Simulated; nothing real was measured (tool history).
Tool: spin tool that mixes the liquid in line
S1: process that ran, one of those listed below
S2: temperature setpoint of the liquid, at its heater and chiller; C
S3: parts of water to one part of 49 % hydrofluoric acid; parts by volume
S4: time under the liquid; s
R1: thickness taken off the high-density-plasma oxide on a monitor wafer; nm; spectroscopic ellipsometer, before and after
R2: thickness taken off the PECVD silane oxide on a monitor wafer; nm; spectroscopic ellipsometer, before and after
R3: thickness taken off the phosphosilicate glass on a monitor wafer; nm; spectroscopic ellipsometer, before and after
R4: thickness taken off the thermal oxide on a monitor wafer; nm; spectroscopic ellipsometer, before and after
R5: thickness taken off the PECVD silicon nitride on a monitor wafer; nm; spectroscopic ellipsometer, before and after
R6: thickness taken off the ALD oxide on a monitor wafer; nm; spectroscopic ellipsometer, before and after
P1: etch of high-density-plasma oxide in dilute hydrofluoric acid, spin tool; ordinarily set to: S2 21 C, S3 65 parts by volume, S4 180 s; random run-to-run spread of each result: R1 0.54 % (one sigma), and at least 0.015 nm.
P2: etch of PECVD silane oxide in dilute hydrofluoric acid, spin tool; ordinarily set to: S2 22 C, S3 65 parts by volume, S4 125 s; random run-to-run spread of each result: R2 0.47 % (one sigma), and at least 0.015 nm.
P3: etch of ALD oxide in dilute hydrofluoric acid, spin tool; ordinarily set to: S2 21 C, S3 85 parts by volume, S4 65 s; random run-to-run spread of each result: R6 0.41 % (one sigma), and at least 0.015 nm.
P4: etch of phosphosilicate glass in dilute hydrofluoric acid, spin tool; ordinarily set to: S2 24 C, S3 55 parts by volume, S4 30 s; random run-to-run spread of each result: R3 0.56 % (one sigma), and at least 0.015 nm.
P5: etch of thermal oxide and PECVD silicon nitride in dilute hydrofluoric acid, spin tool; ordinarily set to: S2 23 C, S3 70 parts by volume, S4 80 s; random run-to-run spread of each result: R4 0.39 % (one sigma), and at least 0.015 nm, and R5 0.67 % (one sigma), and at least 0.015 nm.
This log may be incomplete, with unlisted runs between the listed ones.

run,day,S1,S2,S3,S4,R1,R2,R3,R4,R5,R6
1,0.646,P1,21,65,180,18.2,,,,,
2,1.092,P1,21,90,180,12.916,,,,,
3,1.479,P2,22,100,125,,23.316,,,,
4,1.988,P1,21,65,180,18.186,,,,,
# day 2.054: hydrofluoric acid flow meter replaced
5,2.617,P4,24,55,30,,,84.463,,,
6,3.1,P1,21,65,180,18.169,,,,,
7,3.717,P5,23,70,15,,,,1.0145,0.77903,
8,4.317,P1,21,65,180,18.263,,,,,
9,4.675,P1,25,65,180,21.393,,,,,
10,5.133,P2,17,65,125,,30.084,,,,
11,5.767,P3,21,25,65,,,,,,56.392
12,6.229,P5,17,70,80,,,,4.2619,2.7552,
13,6.712,P1,21,65,180,18.032,,,,,
14,7.092,P2,22,65,220,,65.529,,,,
15,7.725,P1,21,65,50,5.0354,,,,,
16,8.046,P1,27,65,105,13.407,,,,,
17,8.621,P4,24,55,60,,,168.47,,,
18,9.342,P5,23,130,80,,,,2.7655,2.2786,
19,10.046,P2,22,65,125,,37.268,,,,
20,10.446,P1,21,35,180,35.063,,,,,
21,11.029,P1,21,65,180,18.099,,,,,
22,11.625,P3,21,85,95,,,,,,22.406
23,12.133,P3,21,85,65,,,,,,15.329
24,12.45,P4,24,55,30,,,84.431,,,
25,13.162,P1,21,65,180,18.272,,,,,
26,13.712,P4,24,90,30,,,49.693,,,
27,14.367,P4,32,55,30,,,116.7,,,
28,14.867,P5,23,70,80,,,,5.4845,4.1624,
29,15.383,P1,21,65,280,28.298,,,,,
30,15.888,P2,22,65,125,,37.036,,,,
31,16.5,P1,17,65,180,15.409,,,,,
32,17.204,P3,26,85,65,,,,,,18.903
33,17.638,P1,21,65,180,18.326,,,,,
34,18.042,P1,21,65,180,18.589,,,,,
35,18.696,P1,21,65,180,19.111,,,,,
36,19.221,P1,21,65,180,19.296,,,,,
37,19.904,P1,21,65,180,19.268,,,,,
38,20.55,P1,21,65,180,19.309,,,,,
39,21.254,P1,21,65,180,19.277,,,,,

P1 has crept away from where it was. The log is fitted equally well by each of these 2 causes, at the sizes shown:
A: liquid hotter than its thermometer reads (K) = 1.47
B: hydrofluoric acid flow above the setpoint (%) = 5.8
At approximately day 17.638, the process output began to creep.

Each of the check runs listed below is run on 3 wafers and reports their average, with the results left as question marks. Pick the one under which the possible causes would lead to clearly different results.
check 1,21.958,P4,29.5,55,55,,,?,,,
check 2,21.958,P5,17,105,80,,,,?,?,
check 3,21.958,P2,17,95,125,,?,,,,
check 4,21.958,P3,21,30,65,,,,,,?

How each check would come out, cause by cause:
check,result,if A,if B
check 1,R3,205.04,205.81
check 2,R4,2.9128,2.9156
check 2,R5,2.0542,1.9597
check 3,R2,21.307,21.309
check 4,R6,49.318,49.107
Smallest distance between any two causes, each pair judged by its most separating result, in per cent: check 1 0.37 %; check 2 4.71 %; check 3 0.01 %; check 4 0.43 %
Only check 2 tells the causes apart: in the others they would give nearly the same result.

Running check 2 produced the following: R4 2.9128 nm; R5 1.9363 nm. Which one of the listed causes fits?

B is the cause: hydrofluoric acid flow above the setpoint (%).
